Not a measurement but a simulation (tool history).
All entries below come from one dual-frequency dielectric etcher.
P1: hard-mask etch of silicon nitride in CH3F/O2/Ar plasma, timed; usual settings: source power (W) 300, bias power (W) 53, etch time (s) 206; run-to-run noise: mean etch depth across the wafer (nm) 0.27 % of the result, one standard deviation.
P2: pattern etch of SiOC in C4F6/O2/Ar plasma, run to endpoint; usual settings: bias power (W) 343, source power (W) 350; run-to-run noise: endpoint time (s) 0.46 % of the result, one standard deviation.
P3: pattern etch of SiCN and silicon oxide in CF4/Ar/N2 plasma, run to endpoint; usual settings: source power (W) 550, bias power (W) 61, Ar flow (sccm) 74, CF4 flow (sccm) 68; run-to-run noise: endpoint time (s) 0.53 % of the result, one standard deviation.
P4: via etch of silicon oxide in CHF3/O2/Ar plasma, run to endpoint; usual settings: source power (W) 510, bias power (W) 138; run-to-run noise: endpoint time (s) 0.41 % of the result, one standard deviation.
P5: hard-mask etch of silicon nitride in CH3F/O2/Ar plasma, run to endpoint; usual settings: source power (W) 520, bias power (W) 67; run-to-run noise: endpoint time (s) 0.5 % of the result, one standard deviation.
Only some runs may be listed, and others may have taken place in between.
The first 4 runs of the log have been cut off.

| run | hour | process that ran | source power (W) | bias power (W) | etch time (s) | Ar flow (sccm) | CF4 flow (sccm) | hours since the last wet clean | hours since the last source power generator calibration | hours since the last bias power generator calibration | mean etch depth across the wafer (nm) | endpoint time (s) |
|---|---|---|---|---|---|---|---|---|---|---|---|---|
| 5 | 38.7 | P2 | 350 | 450 |  |  |  | 383.7 | 3580.6 | 271.0 |  | 17.922 |
| 6 | 44.3 | P5 | 520 | 51 |  |  |  | 389.3 | 3586.2 | 276.6 |  | 53.698 |
| 7 | 48.6 | P4 | 510 | 138 |  |  |  | 393.6 | 3590.5 | 280.9 |  | 273.150 |
| 8 | 53.2 | P1 | 190 | 53 | 206 |  |  | 398.2 | 3595.1 | 285.5 | 97.829 |  |
| 9 | 61.0 | P1 | 300 | 40 | 206 |  |  | 406.0 | 3602.9 | 293.3 | 106.920 |  |
| 10 | 65.6 | P2 | 350 | 343 |  |  |  | 410.6 | 3607.5 | 297.9 |  | 20.101 |
| 11 | 69.8 | P3 | 550 | 61 |  | 74 | 68 | 414.8 | 3611.7 | 302.1 |  | 16.774 |
| 12 | 74.8 | P3 | 550 | 61 |  | 55 | 68 | 419.8 | 3616.7 | 307.1 |  | 16.062 |
| 13 | 82.3 | P1 | 190 | 53 | 117 |  |  | 427.3 | 3624.2 | 314.6 | 55.486 |  |
| 14 | 91.4 | P3 | 410 | 61 |  | 74 | 68 | 436.4 | 3633.3 | 323.7 |  | 21.851 |
| 15 | 95.7 | P3 | 550 | 39 |  | 74 | 68 | 440.7 | 3637.6 | 328.0 |  | 19.002 |
| 16 | 100.6 | P1 | 170 | 73 | 206 |  |  | 445.6 | 3642.5 | 332.9 | 105.480 |  |
| 17 | 109.3 | P2 | 220 | 343 |  |  |  | 454.3 | 3651.2 | 341.6 |  | 23.820 |
| 18 | 113.9 | P3 | 550 | 61 |  | 74 | 56 | 458.9 | 3655.8 | 346.2 |  | 17.183 |
| 19 | 121.8 | P4 | 510 | 187 |  |  |  | 466.8 | 3663.7 | 354.1 |  | 246.760 |
| 20 | 130.9 | P4 | 510 | 138 |  |  |  | 475.9 | 3672.8 | 363.2 |  | 274.070 |
| 21 | 137.1 | P5 | 360 | 67 |  |  |  | 482.1 | 3679.0 | 369.4 |  | 56.942 |
| 22 | 145.3 | P1 | 300 | 53 | 206 |  |  | 490.3 | 3687.2 | 377.6 | 115.990 |  |
| 23 | 152.0 | P1 | 300 | 73 | 206 |  |  | 497.0 | 3693.9 | 384.3 | 130.660 |  |

Run 24 is up next; what results do you expect?
| 24 | 156.0 | P1 | 300 | 53 | 206 |  |  | 501.0 | 3697.9 | 388.3 | ? |  |

Logged for run 24: mean etch depth across the wafer (nm) 116.340.
